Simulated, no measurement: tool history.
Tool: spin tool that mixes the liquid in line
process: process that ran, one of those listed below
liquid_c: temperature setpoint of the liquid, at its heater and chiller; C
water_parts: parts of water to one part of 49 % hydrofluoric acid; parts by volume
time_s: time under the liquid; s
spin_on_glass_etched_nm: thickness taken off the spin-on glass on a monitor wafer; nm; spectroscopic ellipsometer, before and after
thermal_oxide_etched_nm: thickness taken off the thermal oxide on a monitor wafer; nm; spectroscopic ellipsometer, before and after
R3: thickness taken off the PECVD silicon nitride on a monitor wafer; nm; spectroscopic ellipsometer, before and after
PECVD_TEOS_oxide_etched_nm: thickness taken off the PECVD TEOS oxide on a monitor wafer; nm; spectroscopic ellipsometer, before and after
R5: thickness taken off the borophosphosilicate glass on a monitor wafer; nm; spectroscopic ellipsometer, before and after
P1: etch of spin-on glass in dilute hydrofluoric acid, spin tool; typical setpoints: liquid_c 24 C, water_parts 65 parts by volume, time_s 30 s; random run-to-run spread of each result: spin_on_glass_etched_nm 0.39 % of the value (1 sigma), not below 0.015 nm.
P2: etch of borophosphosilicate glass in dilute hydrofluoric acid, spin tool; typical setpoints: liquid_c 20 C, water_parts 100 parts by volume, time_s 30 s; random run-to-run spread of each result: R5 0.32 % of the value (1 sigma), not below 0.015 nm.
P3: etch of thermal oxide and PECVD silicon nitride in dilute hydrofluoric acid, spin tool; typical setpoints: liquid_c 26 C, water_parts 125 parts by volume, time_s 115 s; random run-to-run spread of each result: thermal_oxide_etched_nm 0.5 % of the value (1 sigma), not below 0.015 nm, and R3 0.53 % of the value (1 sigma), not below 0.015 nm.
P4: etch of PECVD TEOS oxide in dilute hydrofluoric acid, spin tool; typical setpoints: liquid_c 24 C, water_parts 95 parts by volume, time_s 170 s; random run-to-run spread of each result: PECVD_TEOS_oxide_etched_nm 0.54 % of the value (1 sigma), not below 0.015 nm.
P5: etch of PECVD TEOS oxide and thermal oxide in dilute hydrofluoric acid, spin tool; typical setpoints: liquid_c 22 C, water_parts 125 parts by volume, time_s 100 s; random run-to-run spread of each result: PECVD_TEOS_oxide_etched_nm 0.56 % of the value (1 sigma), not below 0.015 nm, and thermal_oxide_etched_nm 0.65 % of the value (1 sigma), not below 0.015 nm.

Run 1, hour 12.9: process P1, liquid_c 24 C, water_parts 65 parts by volume, time_s 30 s. Result: spin_on_glass_etched_nm 16.737 nm.
Run 2, hour 20.6: process P3, liquid_c 20.5 C, water_parts 125 parts by volume, time_s 115 s. Result: thermal_oxide_etched_nm 3.5948 nm, R3 3.2866 nm.
Run 3, hour 27.4: process P1, liquid_c 24 C, water_parts 65 parts by volume, time_s 30 s. Result: spin_on_glass_etched_nm 16.866 nm.
Run 4, hour 35.1: process P3, liquid_c 26 C, water_parts 125 parts by volume, time_s 115 s. Result: thermal_oxide_etched_nm 4.4577 nm, R3 4.7277 nm.
Run 5, hour 45.3: process P3, liquid_c 26 C, water_parts 125 parts by volume, time_s 115 s. Result: thermal_oxide_etched_nm 4.5093 nm, R3 4.6853 nm.
Run 6, hour 53.5: process P1, liquid_c 24 C, water_parts 65 parts by volume, time_s 30 s. Result: spin_on_glass_etched_nm 16.798 nm.
Run 7, hour 65.4: process P4, liquid_c 24 C, water_parts 25 parts by volume, time_s 170 s. Result: PECVD_TEOS_oxide_etched_nm 63.961 nm.
Run 8, hour 73.5: process P1, liquid_c 24 C, water_parts 65 parts by volume, time_s 55 s. Result: spin_on_glass_etched_nm 30.968 nm.
Run 9, hour 88.3: process P5, liquid_c 22 C, water_parts 125 parts by volume, time_s 100 s. Result: thermal_oxide_etched_nm 3.3063 nm, PECVD_TEOS_oxide_etched_nm 6.1159 nm.
Run 10, hour 97.3: process P3, liquid_c 26 C, water_parts 225 parts by volume, time_s 115 s. Result: thermal_oxide_etched_nm 2.2293 nm, R3 2.6059 nm.
Run 11, hour 105.3: process P1, liquid_c 19.5 C, water_parts 65 parts by volume, time_s 30 s. Result: spin_on_glass_etched_nm 14.025 nm.
Run 12, hour 113.7: process P5, liquid_c 22 C, water_parts 125 parts by volume, time_s 100 s. Result: thermal_oxide_etched_nm 3.3458 nm, PECVD_TEOS_oxide_etched_nm 6.2326 nm.
Run 13, hour 121.8: process P1, liquid_c 24 C, water_parts 65 parts by volume, time_s 30 s. Result: spin_on_glass_etched_nm 16.881 nm.
Run 14, hour 136: process P5, liquid_c 22 C, water_parts 195 parts by volume, time_s 100 s. Result: thermal_oxide_etched_nm 1.9994 nm, PECVD_TEOS_oxide_etched_nm 3.6914 nm.
Run 15, hour 148.3: process P3, liquid_c 26 C, water_parts 125 parts by volume, time_s 30 s. Result: thermal_oxide_etched_nm 1.1939 nm, R3 1.2123 nm.
Run 16, hour 159.8: process P2, liquid_c 20 C, water_parts 100 parts by volume, time_s 30 s. Result: R5 18.928 nm.
Run 17, hour 169.7: process P2, liquid_c 24 C, water_parts 100 parts by volume, time_s 30 s. Result: R5 22.361 nm.
Run 18, hour 178.8: process P1, liquid_c 24 C, water_parts 65 parts by volume, time_s 30 s. Result: spin_on_glass_etched_nm 16.892 nm.
Run 19, hour 191.5: process P4, liquid_c 24 C, water_parts 95 parts by volume, time_s 170 s. Result: PECVD_TEOS_oxide_etched_nm 15.393 nm.
Run 20, hour 206.6: process P4, liquid_c 24 C, water_parts 95 parts by volume, time_s 275 s. Result: PECVD_TEOS_oxide_etched_nm 24.878 nm.
Run 21, hour 217.1: process P2, liquid_c 20 C, water_parts 50 parts by volume, time_s 30 s. Result: R5 40.499 nm.
Run 22, hour 226.5: process P2, liquid_c 20 C, water_parts 100 parts by volume, time_s 55 s. Result: R5 35.207 nm.
Run 23, hour 237.8: process P1, liquid_c 24 C, water_parts 35 parts by volume, time_s 30 s. Result: spin_on_glass_etched_nm 32.456 nm.
Run 24, hour 250.7: process P1, liquid_c 24 C, water_parts 65 parts by volume, time_s 30 s. Result: spin_on_glass_etched_nm 16.892 nm.
Run 25, hour 263.7: process P5, liquid_c 22 C, water_parts 125 parts by volume, time_s 200 s. Result: thermal_oxide_etched_nm 6.7259 nm, PECVD_TEOS_oxide_etched_nm 12.334 nm.
Run 26, hour 275: process P1, liquid_c 24 C, water_parts 100 parts by volume, time_s 30 s. Result: spin_on_glass_etched_nm 10.52 nm.
Run 27, hour 284.6: process P4, liquid_c 19 C, water_parts 95 parts by volume, time_s 170 s. Result: PECVD_TEOS_oxide_etched_nm 12.528 nm.
Run 28, hour 293.7: process P1, liquid_c 24 C, water_parts 90 parts by volume, time_s 15 s. Result: spin_on_glass_etched_nm 5.8875 nm.
Run 29, hour 301.9: process P1, liquid_c 24 C, water_parts 65 parts by volume, time_s 30 s. Result: spin_on_glass_etched_nm 17.031 nm.
Run 30, hour 309.3: process P1, liquid_c 30.5 C, water_parts 65 parts by volume, time_s 30 s. Result: spin_on_glass_etched_nm 21.935 nm.
Run 31, hour 324.6: process P5, liquid_c 17 C, water_parts 125 parts by volume, time_s 100 s. Result: thermal_oxide_etched_nm 2.7514 nm, PECVD_TEOS_oxide_etched_nm 5.0531 nm.
Run 32, hour 331.4: process P1, liquid_c 24 C, water_parts 65 parts by volume, time_s 15 s. Result: spin_on_glass_etched_nm 8.4226 nm.
Run 33, hour 342.8: process P1, liquid_c 24 C, water_parts 65 parts by volume, time_s 30 s. Result: spin_on_glass_etched_nm 16.978 nm.
Run 34, hour 351.5: process P1, liquid_c 24 C, water_parts 65 parts by volume, time_s 30 s. Result: spin_on_glass_etched_nm 16.515 nm.
Run 35, hour 365: process P1, liquid_c 24 C, water_parts 65 parts by volume, time_s 30 s. Result: spin_on_glass_etched_nm 16.075 nm.
Run 36, hour 378.1: process P1, liquid_c 24 C, water_parts 65 parts by volume, time_s 30 s. Result: spin_on_glass_etched_nm 15.931 nm.
Run 37, hour 391.7: process P1, liquid_c 24 C, water_parts 65 parts by volume, time_s 30 s. Result: spin_on_glass_etched_nm 15.897 nm.
Run 38, hour 400.7: process P1, liquid_c 24 C, water_parts 65 parts by volume, time_s 30 s. Result: spin_on_glass_etched_nm 15.63 nm.
Run 39, hour 415.5: process P1, liquid_c 24 C, water_parts 65 parts by volume, time_s 30 s. Result: spin_on_glass_etched_nm 15.607 nm.
Run 40, hour 425.5: process P1, liquid_c 24 C, water_parts 65 parts by volume, time_s 30 s. Result: spin_on_glass_etched_nm 15.718 nm.
Run 41, hour 441.1: process P1, liquid_c 24 C, water_parts 65 parts by volume, time_s 30 s. Result: spin_on_glass_etched_nm 15.622 nm.
Run 42, hour 451.3: process P1, liquid_c 24 C, water_parts 65 parts by volume, time_s 30 s. Result: spin_on_glass_etched_nm 15.555 nm.

P1 no longer gives what it gave before; its output has crept away from where it was. The following 2 causes, each at its listed size, fit the log equally well:
A: liquid colder than its thermometer reads (K) = 1.89
B: hydrofluoric acid flow below the setpoint (%) = 6.88
The onset of the drift is placed at about hour 342.8.

Below are 4 check runs, each on a single wafer, with their results shown as question marks. Which of them would tell the listed causes apart, meaning the causes would give clearly different results under it?
Run check 1, hour 461.5: process P5, liquid_c 22 C, water_parts 125 parts by volume, time_s 100 s. Result: thermal_oxide_etched_nm ?, PECVD_TEOS_oxide_etched_nm ?.
Run check 2, hour 461.5: process P3, liquid_c 26 C, water_parts 125 parts by volume, time_s 115 s. Result: thermal_oxide_etched_nm ?, R3 ?.
Run check 3, hour 461.5: process P2, liquid_c 20 C, water_parts 100 parts by volume, time_s 30 s. Result: R5 ?.
Run check 4, hour 461.5: process P4, liquid_c 24 C, water_parts 95 parts by volume, time_s 170 s. Result: PECVD_TEOS_oxide_etched_nm ?.

Predicted outcomes, by check and by cause:
  check                      result    if A    if B
check 1     thermal_oxide_etched_nm   3.111  3.0923
check 1  PECVD_TEOS_oxide_etched_nm  5.6958  5.6615
check 2     thermal_oxide_etched_nm   4.179  4.1378
check 2                          R3  4.1413  4.3583
check 3                          R5  17.656  17.635
check 4  PECVD_TEOS_oxide_etched_nm  14.226  14.167
Per check, the gap between the least separated pair of causes, taken in the result that splits them most: check 1 0.6 %; check 2 5.11 %; check 3 0.12 %; check 4 0.41 %
Check 2 tells the causes apart: in the others they would give nearly the same result.

With check 2 done, the readings were: thermal_oxide_etched_nm 4.1503 nm; R3 4.1178 nm. Identify which of the listed causes applies.

A is the cause: liquid colder than its thermometer reads (K).

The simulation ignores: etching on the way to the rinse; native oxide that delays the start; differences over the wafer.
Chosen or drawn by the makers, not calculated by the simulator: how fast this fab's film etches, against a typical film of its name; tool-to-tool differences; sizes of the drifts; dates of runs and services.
